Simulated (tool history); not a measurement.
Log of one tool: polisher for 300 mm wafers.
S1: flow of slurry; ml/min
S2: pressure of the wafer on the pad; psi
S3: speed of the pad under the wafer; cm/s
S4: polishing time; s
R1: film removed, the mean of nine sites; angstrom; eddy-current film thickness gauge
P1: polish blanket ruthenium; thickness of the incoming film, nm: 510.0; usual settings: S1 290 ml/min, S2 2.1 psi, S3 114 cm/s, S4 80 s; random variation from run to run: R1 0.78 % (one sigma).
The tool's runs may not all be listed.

| run | day | S1 | S2 | S3 | S4 | R1 |
|---|---|---|---|---|---|---|
| 1 | 0.325 | 290 | 2.1 | 114 | 80 | 1312.8 |
| 2 | 0.683 | 290 | 2.1 | 114 | 80 | 1314.8 |
| 3 | 0.983 | 290 | 2.1 | 52 | 80 | 597.7 |
| 4 | 1.462 | 290 | 2.1 | 114 | 80 | 1310.3 |
| 5 | 1.808 | 290 | 2.1 | 114 | 80 | 1308.4 |
| 6 | 2.288 | 290 | 2.1 | 176 | 80 | 2030 |
| 7 | 2.771 | 290 | 1.4 | 114 | 80 | 866.71 |
| 8 | 2.992 | 290 | 2.1 | 84 | 98 | 1197.1 |
| 9 | 3.379 | 290 | 2.1 | 114 | 110 | 1841.4 |
| 10 | 3.671 | 290 | 3.1 | 114 | 80 | 1941.9 |
| 11 | 3.954 | 290 | 2.9 | 114 | 100 | 2276.5 |
| 12 | 4.333 | 290 | 2.1 | 114 | 50 | 819.78 |
| 13 | 4.55 | 175 | 2.1 | 114 | 80 | 1239.5 |
| 14 | 4.758 | 365 | 2.1 | 114 | 80 | 1355.3 |
| 15 | 5.188 | 290 | 2.1 | 114 | 80 | 1313 |
| 16 | 5.642 | 290 | 2.1 | 114 | 80 | 1269.5 |
| 17 | 5.896 | 290 | 2.1 | 114 | 80 | 1276 |
| 18 | 6.267 | 290 | 2.1 | 114 | 80 | 1257.9 |
| 19 | 6.529 | 290 | 2.1 | 114 | 80 | 1274.3 |
|  | 6.546 | head pressure recalibrated |
| 20 | 6.85 | 290 | 2.1 | 114 | 80 | 1266.2 |
| 21 | 7.275 | 290 | 2.1 | 114 | 80 | 1266.7 |
| 22 | 7.562 | 290 | 2.1 | 114 | 80 | 1235.3 |
| 23 | 7.904 | 290 | 2.1 | 114 | 80 | 1253.1 |
| 24 | 8.225 | 290 | 2.1 | 114 | 80 | 1245.6 |
| 25 | 8.45 | 290 | 2.1 | 114 | 80 | 1236.4 |

What P1 gives has crept away from where it was. These 2 causes fit the log equally well, each at the size given:
A: slurry flow missing at the pad, % = 36.6
B: removal rate lost through wear of the pad, % = 5.19
The creep began at about day 5.188.
Why every other cause is out:
head's pressure below its setpoint, %: serviced at day 6.546, which brought nothing back

4 check runs are offered, each on 3 wafers whose results are averaged, their results left as question marks. Which one tells the causes apart?
| check 1 | 8.675 | 290 | 3 | 114 | 80 | ? |
| check 2 | 8.675 | 175 | 2.1 | 114 | 52 | ? |
| check 3 | 8.675 | 290 | 2.1 | 174 | 80 | ? |
| check 4 | 8.675 | 290 | 2.1 | 152 | 80 | ? |

What each check would give under each cause:
| check | result | if A | if B |
|---|---|---|---|
| check 1 | R1 | 1778.8 | 1778.9 |
| check 2 | R1 | 737.75 | 761.8 |
| check 3 | R1 | 1900.6 | 1900.6 |
| check 4 | R1 | 1660.3 | 1660.3 |
How far apart the two closest causes lie, in the result that separates them most: check 1 0 %; check 2 3.21 %; check 3 0 %; check 4 0 %
Check 2 tells the causes apart: in the others they would give nearly the same result.

Then check 2 was run and gave: R1 763.68 angstrom. Which cause is it?

It is B: removal rate lost through wear of the pad, %.

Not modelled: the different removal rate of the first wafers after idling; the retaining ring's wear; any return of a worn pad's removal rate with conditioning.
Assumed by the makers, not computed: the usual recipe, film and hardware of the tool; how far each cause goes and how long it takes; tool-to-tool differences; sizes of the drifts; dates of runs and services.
